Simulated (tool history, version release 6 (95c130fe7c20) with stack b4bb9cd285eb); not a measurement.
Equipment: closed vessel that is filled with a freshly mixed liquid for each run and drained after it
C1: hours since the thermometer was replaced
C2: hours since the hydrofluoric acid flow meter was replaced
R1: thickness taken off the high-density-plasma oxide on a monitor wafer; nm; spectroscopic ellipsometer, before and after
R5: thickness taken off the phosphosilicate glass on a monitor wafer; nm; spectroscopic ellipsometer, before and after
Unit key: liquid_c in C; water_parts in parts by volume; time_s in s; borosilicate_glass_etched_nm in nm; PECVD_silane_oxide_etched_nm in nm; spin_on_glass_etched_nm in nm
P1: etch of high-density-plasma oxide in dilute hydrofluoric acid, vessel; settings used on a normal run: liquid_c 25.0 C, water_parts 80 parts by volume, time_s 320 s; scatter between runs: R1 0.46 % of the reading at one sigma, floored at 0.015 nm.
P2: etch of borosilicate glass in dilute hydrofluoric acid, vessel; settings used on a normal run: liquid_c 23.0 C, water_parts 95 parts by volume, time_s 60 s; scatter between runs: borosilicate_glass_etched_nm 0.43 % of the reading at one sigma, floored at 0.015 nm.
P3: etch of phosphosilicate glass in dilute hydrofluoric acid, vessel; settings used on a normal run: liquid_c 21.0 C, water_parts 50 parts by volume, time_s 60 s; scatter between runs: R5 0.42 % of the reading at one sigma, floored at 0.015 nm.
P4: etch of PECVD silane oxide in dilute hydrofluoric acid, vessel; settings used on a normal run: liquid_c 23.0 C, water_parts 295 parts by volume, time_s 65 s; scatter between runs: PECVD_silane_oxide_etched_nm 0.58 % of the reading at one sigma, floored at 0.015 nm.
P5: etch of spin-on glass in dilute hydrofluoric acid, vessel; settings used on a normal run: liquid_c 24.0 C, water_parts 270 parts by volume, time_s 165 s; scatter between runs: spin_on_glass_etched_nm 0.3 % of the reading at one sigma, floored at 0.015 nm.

{"run": 1, "hour": 7.8, "process": "P1", "liquid_c": 25.0, "water_parts": 80, "time_s": 320, "C1": 938.2, "C2": 181.3, "R1": 24.181}
{"run": 2, "hour": 19.5, "process": "P1", "liquid_c": 25.0, "water_parts": 140, "time_s": 320, "C1": 949.9, "C2": 193.0, "R1": 12.701}
{"run": 3, "hour": 25.3, "process": "P1", "liquid_c": 19.0, "water_parts": 80, "time_s": 320, "C1": 955.7, "C2": 198.8, "R1": 18.738}
{"run": 4, "hour": 32.0, "process": "P2", "liquid_c": 23.0, "water_parts": 95, "time_s": 95, "C1": 962.4, "C2": 205.5, "borosilicate_glass_etched_nm": 53.983}
{"run": 5, "hour": 44.9, "process": "P1", "liquid_c": 25.0, "water_parts": 80, "time_s": 320, "C1": 975.3, "C2": 218.4, "R1": 24.083}
{"run": 6, "hour": 51.8, "process": "P1", "liquid_c": 25.0, "water_parts": 25, "time_s": 320, "C1": 982.2, "C2": 225.3, "R1": 82.857}
{"run": 7, "hour": 61.2, "process": "P4", "liquid_c": 23.0, "water_parts": 295, "time_s": 65, "C1": 991.6, "C2": 234.7, "PECVD_silane_oxide_etched_nm": 3.9835}
{"run": 8, "hour": 67.7, "process": "P5", "liquid_c": 30.5, "water_parts": 270, "time_s": 165, "C1": 998.1, "C2": 241.2, "spin_on_glass_etched_nm": 23.512}
{"run": 9, "hour": 76.7, "process": "P4", "liquid_c": 23.0, "water_parts": 295, "time_s": 115, "C1": 1007.1, "C2": 250.2, "PECVD_silane_oxide_etched_nm": 7.0713}
{"run": 10, "hour": 83.3, "process": "P3", "liquid_c": 21.0, "water_parts": 50, "time_s": 60, "C1": 1013.7, "C2": 256.8, "R5": 149.95}
{"run": 11, "hour": 93.6, "process": "P1", "liquid_c": 25.0, "water_parts": 80, "time_s": 485, "C1": 1024.0, "C2": 267.1, "R1": 36.69}
{"run": 12, "hour": 103.0, "process": "P1", "liquid_c": 31.5, "water_parts": 80, "time_s": 40, "C1": 1033.4, "C2": 276.5, "R1": 3.8614}
{"run": 13, "hour": 109.8, "process": "P2", "liquid_c": 23.0, "water_parts": 95, "time_s": 60, "C1": 1040.2, "C2": 283.3, "borosilicate_glass_etched_nm": 34.055}
{"run": 14, "hour": 120.0, "process": "P3", "liquid_c": 28.5, "water_parts": 50, "time_s": 60, "C1": 1050.4, "C2": 293.5, "R5": 204.84}
{"run": 15, "hour": 128.4, "process": "P4", "liquid_c": 23.0, "water_parts": 520, "time_s": 65, "C1": 1058.8, "C2": 301.9, "PECVD_silane_oxide_etched_nm": 1.8341}
{"run": 16, "hour": 140.3, "process": "P1", "liquid_c": 25.0, "water_parts": 80, "time_s": 140, "C1": 1070.7, "C2": 313.8, "R1": 10.507}
{"run": 17, "hour": 148.0, "process": "P4", "liquid_c": 30.5, "water_parts": 295, "time_s": 65, "C1": 1078.4, "C2": 321.5, "PECVD_silane_oxide_etched_nm": 5.0632}
{"run": 18, "hour": 159.0, "process": "P2", "liquid_c": 17.0, "water_parts": 95, "time_s": 60, "C1": 1089.4, "C2": 332.5, "borosilicate_glass_etched_nm": 26.76}
{"run": 19, "hour": 170.1, "process": "P1", "liquid_c": 19.5, "water_parts": 80, "time_s": 615, "C1": 1100.5, "C2": 343.6, "R1": 36.968}
{"run": 20, "hour": 182.8, "process": "P3", "liquid_c": 21.0, "water_parts": 50, "time_s": 90, "C1": 1113.2, "C2": 356.3, "R5": 226.38}
{"run": 21, "hour": 190.1, "process": "P1", "liquid_c": 25.0, "water_parts": 80, "time_s": 320, "C1": 1120.5, "C2": 363.6, "R1": 23.983}
{"run": 22, "hour": 200.6, "process": "P4", "liquid_c": 23.0, "water_parts": 295, "time_s": 65, "C1": 1131.0, "C2": 374.1, "PECVD_silane_oxide_etched_nm": 3.9289}
{"run": 23, "hour": 210.5, "process": "P1", "liquid_c": 30.0, "water_parts": 80, "time_s": 320, "C1": 1140.9, "C2": 384.0, "R1": 29.299}
{"run": 24, "hour": 216.7, "process": "P3", "liquid_c": 21.0, "water_parts": 20, "time_s": 60, "C1": 1147.1, "C2": 390.2, "R5": 391.05}
{"run": 25, "hour": 229.8, "process": "P5", "liquid_c": 24.0, "water_parts": 270, "time_s": 325, "C1": 1160.2, "C2": 403.3, "spin_on_glass_etched_nm": 36.926}
{"run": 26, "hour": 238.9, "process": "P2", "liquid_c": 23.0, "water_parts": 155, "time_s": 60, "C1": 1169.3, "C2": 412.4, "borosilicate_glass_etched_nm": 19.59}
{"run": 27, "hour": 247.7, "process": "P1", "liquid_c": 25.0, "water_parts": 80, "time_s": 320, "C1": 1178.1, "C2": 421.2, "R1": 24.208}
{"run": 28, "hour": 259.8, "process": "P5", "liquid_c": 24.0, "water_parts": 270, "time_s": 165, "C1": 1190.2, "C2": 433.3, "spin_on_glass_etched_nm": 18.858}
{"run": 29, "hour": 265.7, "process": "P1", "liquid_c": 25.0, "water_parts": 80, "time_s": 320, "C1": 1196.1, "C2": 439.2, "R1": 23.887}
{"run": 30, "hour": 277.5, "process": "P2", "liquid_c": 23.0, "water_parts": 95, "time_s": 60, "C1": 1207.9, "C2": 451.0, "borosilicate_glass_etched_nm": 33.985}
{"run": 31, "hour": 290.1, "process": "P5", "liquid_c": 24.0, "water_parts": 270, "time_s": 165, "C1": 1220.5, "C2": 463.6, "spin_on_glass_etched_nm": 18.836}
{"run": 32, "hour": 296.4, "process": "P5", "liquid_c": 24.0, "water_parts": 50, "time_s": 165, "C1": 1226.8, "C2": 469.9, "spin_on_glass_etched_nm": 130.59}
{"run": 33, "hour": 302.5, "process": "P1", "liquid_c": 25.0, "water_parts": 80, "time_s": 320, "C1": 1232.9, "C2": 476.0, "R1": 24.038}
{"run": 34, "hour": 314.7, "process": "P1", "liquid_c": 25.0, "water_parts": 80, "time_s": 320, "C1": 1245.1, "C2": 488.2, "R1": 24.156}
{"run": 35, "hour": 326.6, "process": "P1", "liquid_c": 25.0, "water_parts": 80, "time_s": 320, "C1": 1257.0, "C2": 500.1, "R1": 24.857}
{"run": 36, "hour": 335.1, "process": "P1", "liquid_c": 25.0, "water_parts": 80, "time_s": 320, "C1": 1265.5, "C2": 508.6, "R1": 25.656}
{"run": 37, "hour": 345.1, "process": "P1", "liquid_c": 25.0, "water_parts": 80, "time_s": 320, "C1": 1275.5, "C2": 518.6, "R1": 26.18}
{"run": 38, "hour": 356.9, "process": "P1", "liquid_c": 25.0, "water_parts": 80, "time_s": 320, "C1": 1287.3, "C2": 530.4, "R1": 25.933}
{"run": 39, "hour": 367.6, "process": "P1", "liquid_c": 25.0, "water_parts": 80, "time_s": 320, "C1": 1298.0, "C2": 541.1, "R1": 26.466}
{"run": 40, "hour": 377.8, "process": "P1", "liquid_c": 25.0, "water_parts": 80, "time_s": 320, "C1": 1308.2, "C2": 551.3, "R1": 26.577}
{"run": 41, "hour": 390.6, "process": "P1", "liquid_c": 25.0, "water_parts": 80, "time_s": 320, "C1": 1321.0, "C2": 564.1, "R1": 26.477}

Compared with where it was, what P1 gives has crept away. Each cause listed below fits the log as well as the rest, at the size given for it:
A: hydrofluoric acid flow above the setpoint (%) = 9.09
B: liquid hotter than its thermometer reads (K) = 2.43
The creep began at about hour 314.7.

Below are 4 check runs, each averaged over 2 wafers, with their results shown as question marks. Which of them would give clearly different results depending on which cause is behind the drift?
{"run": "check 1", "hour": 403.4, "process": "P2", "liquid_c": 19.0, "water_parts": 125, "time_s": 60, "borosilicate_glass_etched_nm": "?"}
{"run": "check 2", "hour": 403.4, "process": "P3", "liquid_c": 28.5, "water_parts": 50, "time_s": 60, "R5": "?"}
{"run": "check 3", "hour": 403.4, "process": "P4", "liquid_c": 29.0, "water_parts": 485, "time_s": 65, "PECVD_silane_oxide_etched_nm": "?"}
{"run": "check 4", "hour": 403.4, "process": "P5", "liquid_c": 24.0, "water_parts": 110, "time_s": 310, "spin_on_glass_etched_nm": "?"}

Predicted outcomes, by check and by cause:
check=check_1 result=borosilicate_glass_etched_nm if_A=23.570 if_B=23.569
check=check_2 result=R5 if_A=224.19 if_B=224.71
check=check_3 result=PECVD_silane_oxide_etched_nm if_A=2.7809 if_B=2.6329
check=check_4 result=spin_on_glass_etched_nm if_A=114.110 if_B=113.680
Smallest distance between any two causes, each pair judged by its most separating result, in per cent: check 1 0.01 %; check 2 0.23 %; check 3 5.47 %; check 4 0.37 %
Only check 3 tells the causes apart: in the others they would give nearly the same result.

The results of check 3 are: PECVD_silane_oxide_etched_nm 2.7936 nm. Based on these, which of the listed causes is it?

The cause is A: hydrofluoric acid flow above the setpoint (%).

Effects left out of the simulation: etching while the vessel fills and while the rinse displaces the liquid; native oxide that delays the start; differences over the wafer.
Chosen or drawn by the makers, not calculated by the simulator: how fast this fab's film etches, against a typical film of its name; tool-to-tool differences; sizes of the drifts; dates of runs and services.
